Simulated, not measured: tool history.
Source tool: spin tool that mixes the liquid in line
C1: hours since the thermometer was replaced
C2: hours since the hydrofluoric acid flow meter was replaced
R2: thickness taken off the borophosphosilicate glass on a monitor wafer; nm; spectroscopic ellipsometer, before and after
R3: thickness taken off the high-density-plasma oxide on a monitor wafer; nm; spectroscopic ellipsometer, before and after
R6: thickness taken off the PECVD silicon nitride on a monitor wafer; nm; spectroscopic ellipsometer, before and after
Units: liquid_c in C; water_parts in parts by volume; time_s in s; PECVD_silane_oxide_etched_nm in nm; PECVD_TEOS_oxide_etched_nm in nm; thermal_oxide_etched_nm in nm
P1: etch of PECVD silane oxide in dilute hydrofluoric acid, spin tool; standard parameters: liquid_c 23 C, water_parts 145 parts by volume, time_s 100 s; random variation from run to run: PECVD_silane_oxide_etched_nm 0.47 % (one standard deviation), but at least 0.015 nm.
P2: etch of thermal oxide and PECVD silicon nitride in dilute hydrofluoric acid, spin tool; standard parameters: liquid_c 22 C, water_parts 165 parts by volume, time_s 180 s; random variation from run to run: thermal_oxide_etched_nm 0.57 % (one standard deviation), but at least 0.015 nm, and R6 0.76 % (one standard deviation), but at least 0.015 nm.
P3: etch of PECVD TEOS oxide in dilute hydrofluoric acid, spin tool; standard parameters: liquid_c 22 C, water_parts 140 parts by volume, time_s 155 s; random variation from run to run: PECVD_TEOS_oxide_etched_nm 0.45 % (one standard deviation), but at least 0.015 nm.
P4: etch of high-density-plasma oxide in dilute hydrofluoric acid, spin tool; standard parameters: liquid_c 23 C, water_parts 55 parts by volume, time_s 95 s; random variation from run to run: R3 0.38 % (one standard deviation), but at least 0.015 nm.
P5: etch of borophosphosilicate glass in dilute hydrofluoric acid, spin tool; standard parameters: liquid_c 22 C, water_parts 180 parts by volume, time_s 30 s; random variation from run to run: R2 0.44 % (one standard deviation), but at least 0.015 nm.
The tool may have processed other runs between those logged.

{"run": 1, "day": 0.479, "process": "P1", "liquid_c": 23, "water_parts": 145, "time_s": 100, "C1": 1076.1, "C2": 953, "PECVD_silane_oxide_etched_nm": 23.773}
{"run": 2, "day": 1.146, "process": "P5", "liquid_c": 17, "water_parts": 180, "time_s": 30, "C1": 1092.1, "C2": 969, "R2": 7.0555}
{"run": 3, "day": 1.604, "process": "P1", "liquid_c": 23, "water_parts": 145, "time_s": 195, "C1": 1103.1, "C2": 980, "PECVD_silane_oxide_etched_nm": 46.816}
{"run": 4, "day": 2.229, "process": "P4", "liquid_c": 23, "water_parts": 55, "time_s": 170, "C1": 1118.1, "C2": 995, "R3": 16.208}
{"run": 5, "day": 2.996, "process": "P4", "liquid_c": 31, "water_parts": 55, "time_s": 95, "C1": 1136.5, "C2": 1013.4, "R3": 12.358}
{"run": 6, "day": 3.417, "process": "P1", "liquid_c": 17, "water_parts": 145, "time_s": 100, "C1": 1146.6, "C2": 1023.5, "PECVD_silane_oxide_etched_nm": 18.794}
{"run": 7, "day": 4.2, "process": "P3", "liquid_c": 17, "water_parts": 140, "time_s": 155, "C1": 1165.4, "C2": 1042.3, "PECVD_TEOS_oxide_etched_nm": 14.751}
{"run": 8, "day": 4.796, "process": "P2", "liquid_c": 22, "water_parts": 165, "time_s": 180, "C1": 1179.7, "C2": 1056.6, "thermal_oxide_etched_nm": 4.4148, "R6": 2.9677}
{"run": 9, "day": 5.258, "process": "P3", "liquid_c": 22, "water_parts": 250, "time_s": 155, "C1": 1190.8, "C2": 1067.7, "PECVD_TEOS_oxide_etched_nm": 9.0263}
{"run": 10, "day": 5.812, "process": "P1", "liquid_c": 23, "water_parts": 95, "time_s": 100, "C1": 1204.1, "C2": 1081, "PECVD_silane_oxide_etched_nm": 38.731}
{"run": 11, "day": 6.288, "process": "P1", "liquid_c": 30, "water_parts": 145, "time_s": 100, "C1": 1215.5, "C2": 1092.4, "PECVD_silane_oxide_etched_nm": 31.127}
{"run": 12, "day": 6.875, "process": "P2", "liquid_c": 22, "water_parts": 165, "time_s": 65, "C1": 1229.6, "C2": 1106.5, "thermal_oxide_etched_nm": 1.5744, "R6": 1.0722}
{"run": 13, "day": 7.608, "process": "P4", "liquid_c": 23, "water_parts": 55, "time_s": 95, "C1": 1247.2, "C2": 1124.1, "R3": 8.9866}
{"run": 14, "day": 8.246, "process": "P1", "liquid_c": 23, "water_parts": 145, "time_s": 100, "C1": 1262.5, "C2": 1139.4, "PECVD_silane_oxide_etched_nm": 24.093}
{"run": 15, "day": 8.671, "process": "P1", "liquid_c": 23, "water_parts": 145, "time_s": 25, "C1": 1272.7, "C2": 1149.6, "PECVD_silane_oxide_etched_nm": 6.0133}
{"run": 16, "day": 9.296, "process": "P1", "liquid_c": 23, "water_parts": 205, "time_s": 55, "C1": 1287.7, "C2": 1164.6, "PECVD_silane_oxide_etched_nm": 8.682}
{"run": 17, "day": 9.883, "process": "P5", "liquid_c": 22, "water_parts": 180, "time_s": 55, "C1": 1301.8, "C2": 1178.7, "R2": 15.721}
{"run": 18, "day": 10.225, "process": "P1", "liquid_c": 23, "water_parts": 205, "time_s": 100, "C1": 1310, "C2": 1186.9, "PECVD_silane_oxide_etched_nm": 15.822}
{"run": 19, "day": 10.654, "process": "P2", "liquid_c": 22, "water_parts": 105, "time_s": 180, "C1": 1320.3, "C2": 1197.2, "thermal_oxide_etched_nm": 7.4487, "R6": 4.6967}
{"day": 10.854, "done": "hydrofluoric acid flow meter replaced"}
{"run": 20, "day": 11.208, "process": "P1", "liquid_c": 23, "water_parts": 145, "time_s": 100, "C1": 1333.6, "C2": 8.6, "PECVD_silane_oxide_etched_nm": 23.836}
{"run": 21, "day": 11.662, "process": "P1", "liquid_c": 23, "water_parts": 145, "time_s": 100, "C1": 1344.5, "C2": 19.5, "PECVD_silane_oxide_etched_nm": 24.014}
{"run": 22, "day": 12.254, "process": "P5", "liquid_c": 22, "water_parts": 180, "time_s": 30, "C1": 1358.7, "C2": 33.7, "R2": 8.5761}
{"run": 23, "day": 12.871, "process": "P1", "liquid_c": 23, "water_parts": 145, "time_s": 100, "C1": 1373.5, "C2": 48.5, "PECVD_silane_oxide_etched_nm": 23.877}
{"run": 24, "day": 13.475, "process": "P3", "liquid_c": 22, "water_parts": 140, "time_s": 155, "C1": 1388, "C2": 63, "PECVD_TEOS_oxide_etched_nm": 17.84}
{"run": 25, "day": 14.008, "process": "P4", "liquid_c": 23, "water_parts": 20, "time_s": 95, "C1": 1400.8, "C2": 75.8, "R3": 25.784}
{"run": 26, "day": 14.696, "process": "P5", "liquid_c": 22, "water_parts": 310, "time_s": 30, "C1": 1417.3, "C2": 92.3, "R2": 4.4118}
{"run": 27, "day": 15.075, "process": "P1", "liquid_c": 23, "water_parts": 145, "time_s": 100, "C1": 1426.4, "C2": 101.4, "PECVD_silane_oxide_etched_nm": 24.034}
{"run": 28, "day": 15.675, "process": "P3", "liquid_c": 22, "water_parts": 140, "time_s": 270, "C1": 1440.8, "C2": 115.8, "PECVD_TEOS_oxide_etched_nm": 31.107}
{"run": 29, "day": 16.421, "process": "P2", "liquid_c": 29.5, "water_parts": 165, "time_s": 180, "C1": 1458.7, "C2": 133.7, "thermal_oxide_etched_nm": 5.7867, "R6": 4.7747}
{"run": 30, "day": 17.154, "process": "P4", "liquid_c": 23, "water_parts": 55, "time_s": 95, "C1": 1476.3, "C2": 151.3, "R3": 8.9681}
{"run": 31, "day": 17.796, "process": "P1", "liquid_c": 23, "water_parts": 145, "time_s": 100, "C1": 1491.7, "C2": 166.7, "PECVD_silane_oxide_etched_nm": 23.918}
{"run": 32, "day": 18.346, "process": "P1", "liquid_c": 27.5, "water_parts": 215, "time_s": 100, "C1": 1504.9, "C2": 179.9, "PECVD_silane_oxide_etched_nm": 17.62}
{"run": 33, "day": 18.858, "process": "P5", "liquid_c": 22, "water_parts": 180, "time_s": 30, "C1": 1517.2, "C2": 192.2, "R2": 8.5329}
{"run": 34, "day": 19.317, "process": "P2", "liquid_c": 22, "water_parts": 165, "time_s": 180, "C1": 1528.2, "C2": 203.2, "thermal_oxide_etched_nm": 4.3973, "R6": 3.0094}
{"run": 35, "day": 19.779, "process": "P1", "liquid_c": 23, "water_parts": 145, "time_s": 100, "C1": 1539.3, "C2": 214.3, "PECVD_silane_oxide_etched_nm": 23.918}
{"run": 36, "day": 20.238, "process": "P1", "liquid_c": 23, "water_parts": 145, "time_s": 100, "C1": 1550.3, "C2": 225.3, "PECVD_silane_oxide_etched_nm": 24.546}
{"run": 37, "day": 20.921, "process": "P1", "liquid_c": 23, "water_parts": 145, "time_s": 100, "C1": 1566.7, "C2": 241.7, "PECVD_silane_oxide_etched_nm": 25.404}
{"run": 38, "day": 21.696, "process": "P1", "liquid_c": 23, "water_parts": 145, "time_s": 100, "C1": 1585.3, "C2": 260.3, "PECVD_silane_oxide_etched_nm": 25.389}
{"run": 39, "day": 22.162, "process": "P1", "liquid_c": 23, "water_parts": 145, "time_s": 100, "C1": 1596.5, "C2": 271.5, "PECVD_silane_oxide_etched_nm": 25.698}
{"run": 40, "day": 22.883, "process": "P1", "liquid_c": 23, "water_parts": 145, "time_s": 100, "C1": 1613.8, "C2": 288.8, "PECVD_silane_oxide_etched_nm": 25.74}
{"run": 41, "day": 23.312, "process": "P1", "liquid_c": 23, "water_parts": 145, "time_s": 100, "C1": 1624.1, "C2": 299.1, "PECVD_silane_oxide_etched_nm": 25.708}
{"run": 42, "day": 23.979, "process": "P1", "liquid_c": 23, "water_parts": 145, "time_s": 100, "C1": 1640.1, "C2": 315.1, "PECVD_silane_oxide_etched_nm": 25.91}

The output of P1 has drifted from where it used to be. Each of the 2 causes below, taken at the size shown beside it, accounts for the log equally well:
A: liquid hotter than its thermometer reads (K) = 2.01
B: hydrofluoric acid flow above the setpoint (%) = 6.87
Onset of the creep was near day 19.779.

4 check runs are offered, each on 2 wafers whose results are averaged, their results left as question marks. Which one tells the causes apart?
{"run": "check 1", "day": 24.646, "process": "P5", "liquid_c": 17, "water_parts": 305, "time_s": 30, "R2": "?"}
{"run": "check 2", "day": 24.646, "process": "P4", "liquid_c": 29.5, "water_parts": 55, "time_s": 95, "R3": "?"}
{"run": "check 3", "day": 24.646, "process": "P3", "liquid_c": 17, "water_parts": 200, "time_s": 155, "PECVD_TEOS_oxide_etched_nm": "?"}
{"run": "check 4", "day": 24.646, "process": "P2", "liquid_c": 29, "water_parts": 165, "time_s": 180, "thermal_oxide_etched_nm": "?", "R6": "?"}

What each check would give under each cause:
check=check_1 result=R2 if_A=4.0191 if_B=4.0509
check=check_2 result=R3 if_A=12.629 if_B=12.55
check=check_3 result=PECVD_TEOS_oxide_etched_nm if_A=10.483 if_B=10.472
check=check_4 result=thermal_oxide_etched_nm if_A=6.115 if_B=6.1672
check=check_4 result=R6 if_A=5.2616 if_B=4.9804
Separation of the two closest causes in each check, using whichever result separates them best: check 1 0.79 %; check 2 0.63 %; check 3 0.1 %; check 4 5.49 %
Of the check runs offered, only check 4 discriminates between the causes; the rest would read about the same regardless of which cause applies.

Here is what check 4 returned: thermal_oxide_etched_nm 6.1429 nm; R6 4.9578 nm. Which cause is it?

The correct cause is B, namely: hydrofluoric acid flow above the setpoint (%).

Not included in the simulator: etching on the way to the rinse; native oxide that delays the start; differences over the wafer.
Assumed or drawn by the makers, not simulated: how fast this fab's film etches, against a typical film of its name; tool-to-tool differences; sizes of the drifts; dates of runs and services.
